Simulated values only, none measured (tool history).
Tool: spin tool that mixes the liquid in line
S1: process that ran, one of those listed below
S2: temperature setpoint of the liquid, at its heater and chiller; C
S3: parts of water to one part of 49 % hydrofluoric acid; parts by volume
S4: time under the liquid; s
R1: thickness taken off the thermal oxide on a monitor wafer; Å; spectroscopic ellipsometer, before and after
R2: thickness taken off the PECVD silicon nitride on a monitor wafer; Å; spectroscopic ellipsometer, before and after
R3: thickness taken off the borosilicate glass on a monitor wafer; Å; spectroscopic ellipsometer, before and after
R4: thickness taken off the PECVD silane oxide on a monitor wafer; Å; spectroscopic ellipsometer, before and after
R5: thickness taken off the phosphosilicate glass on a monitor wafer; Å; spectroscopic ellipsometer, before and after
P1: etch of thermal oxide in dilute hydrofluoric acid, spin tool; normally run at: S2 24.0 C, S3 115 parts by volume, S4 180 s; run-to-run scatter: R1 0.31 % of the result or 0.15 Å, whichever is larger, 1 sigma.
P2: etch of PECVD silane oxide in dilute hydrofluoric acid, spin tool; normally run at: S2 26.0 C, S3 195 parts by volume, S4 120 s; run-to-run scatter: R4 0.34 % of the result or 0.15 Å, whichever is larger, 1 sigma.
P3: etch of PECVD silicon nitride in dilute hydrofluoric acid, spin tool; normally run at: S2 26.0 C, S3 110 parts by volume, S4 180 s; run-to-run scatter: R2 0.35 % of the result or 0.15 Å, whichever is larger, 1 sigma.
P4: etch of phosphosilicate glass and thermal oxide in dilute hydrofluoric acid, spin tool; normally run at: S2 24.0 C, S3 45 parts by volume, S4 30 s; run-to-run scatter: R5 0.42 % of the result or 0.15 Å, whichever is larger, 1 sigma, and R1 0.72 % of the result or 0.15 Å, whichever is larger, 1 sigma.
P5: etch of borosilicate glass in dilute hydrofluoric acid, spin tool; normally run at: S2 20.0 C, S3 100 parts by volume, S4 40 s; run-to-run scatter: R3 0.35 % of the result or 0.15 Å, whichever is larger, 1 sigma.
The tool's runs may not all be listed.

| run | hour | S1 | S2 | S3 | S4 | R1 | R2 | R3 | R4 | R5 |
|---|---|---|---|---|---|---|---|---|---|---|
| 1 | 8.3 | P1 | 24.0 | 115 | 180 | 72.167 |  |  |  |  |
| 2 | 17.5 | P3 | 32.0 | 110 | 180 |  | 86.9160 |  |  |  |
| 3 | 26.4 | P1 | 24.0 | 45 | 180 | 201.020 |  |  |  |  |
| 4 | 31.7 | P3 | 26.0 | 110 | 180 |  | 59.2240 |  |  |  |
| 5 | 41.4 | P5 | 20.0 | 100 | 40 |  |  | 96.791 |  |  |
| 6 | 48.1 | P3 | 26.0 | 110 | 15 |  | 4.9426 |  |  |  |
| 7 | 57.6 | P5 | 20.0 | 100 | 40 |  |  | 97.619 |  |  |
| 8 | 64.7 | P2 | 32.5 | 195 | 120 |  |  |  | 184.23 |  |
| 9 | 72.3 | P2 | 26.0 | 195 | 120 |  |  |  | 146.96 |  |
| 10 | 82.1 | P1 | 24.0 | 115 | 330 | 132.870 |  |  |  |  |
| 11 | 90.6 | P1 | 24.0 | 115 | 180 | 72.066 |  |  |  |  |
| 12 | 98.3 | P1 | 24.0 | 205 | 180 | 36.462 |  |  |  |  |
| 13 | 104.0 | P3 | 26.0 | 40 | 180 |  | 161.5700 |  |  |  |
| 14 | 108.9 | P1 | 24.0 | 115 | 180 | 72.659 |  |  |  |  |
| 15 | 117.6 | P4 | 24.0 | 45 | 30 | 34.899 |  |  |  | 520.39 |
| 16 | 128.2 | P4 | 24.0 | 45 | 30 | 34.124 |  |  |  | 517.51 |
| 17 | 138.1 | P1 | 24.0 | 115 | 30 | 12.020 |  |  |  |  |
| 18 | 146.7 | P1 | 24.0 | 115 | 180 | 71.941 |  |  |  |  |
| 19 | 155.0 | P1 | 24.0 | 70 | 320 | 221.260 |  |  |  |  |
| 20 | 163.6 | P3 | 26.0 | 110 | 180 |  | 59.5580 |  |  |  |
| 21 | 170.3 | P2 | 26.0 | 195 | 235 |  |  |  | 287.91 |  |
| 22 | 178.3 | P1 | 24.0 | 115 | 180 | 72.182 |  |  |  |  |
| 23 | 184.1 | P4 | 24.0 | 80 | 30 | 18.524 |  |  |  | 276.03 |
| 24 | 191.0 | P5 | 20.0 | 150 | 40 |  |  | 61.515 |  |  |
| 25 | 200.1 | P2 | 26.0 | 70 | 120 |  |  |  | 477.57 |  |
| 26 | 207.9 | P4 | 30.5 | 45 | 30 | 44.769 |  |  |  | 673.83 |
| 27 | 218.3 | P1 | 17.5 | 115 | 180 | 55.516 |  |  |  |  |
| 28 | 229.0 | P5 | 20.0 | 100 | 75 |  |  | 182.050 |  |  |
| 29 | 237.2 | P4 | 24.0 | 45 | 15 | 17.409 |  |  |  | 256.99 |
| 30 | 242.4 | P1 | 31.5 | 115 | 180 | 95.769 |  |  |  |  |
| 31 | 251.9 | P5 | 26.5 | 100 | 40 |  |  | 126.210 |  |  |
| 32 | 257.6 | P1 | 24.0 | 115 | 180 | 71.929 |  |  |  |  |
| 33 | 262.3 | P1 | 24.0 | 115 | 180 | 73.643 |  |  |  |  |
| 34 | 269.9 | P1 | 24.0 | 115 | 180 | 74.775 |  |  |  |  |
| 35 | 279.6 | P1 | 24.0 | 115 | 180 | 76.442 |  |  |  |  |
| 36 | 285.6 | P1 | 24.0 | 115 | 180 | 76.211 |  |  |  |  |

Run 37 comes next. What will it give?
| 37 | 290.4 | P1 | 24.0 | 115 | 180 | ? |  |  |  |  |

Run 37 gave R1 76.332 Å.
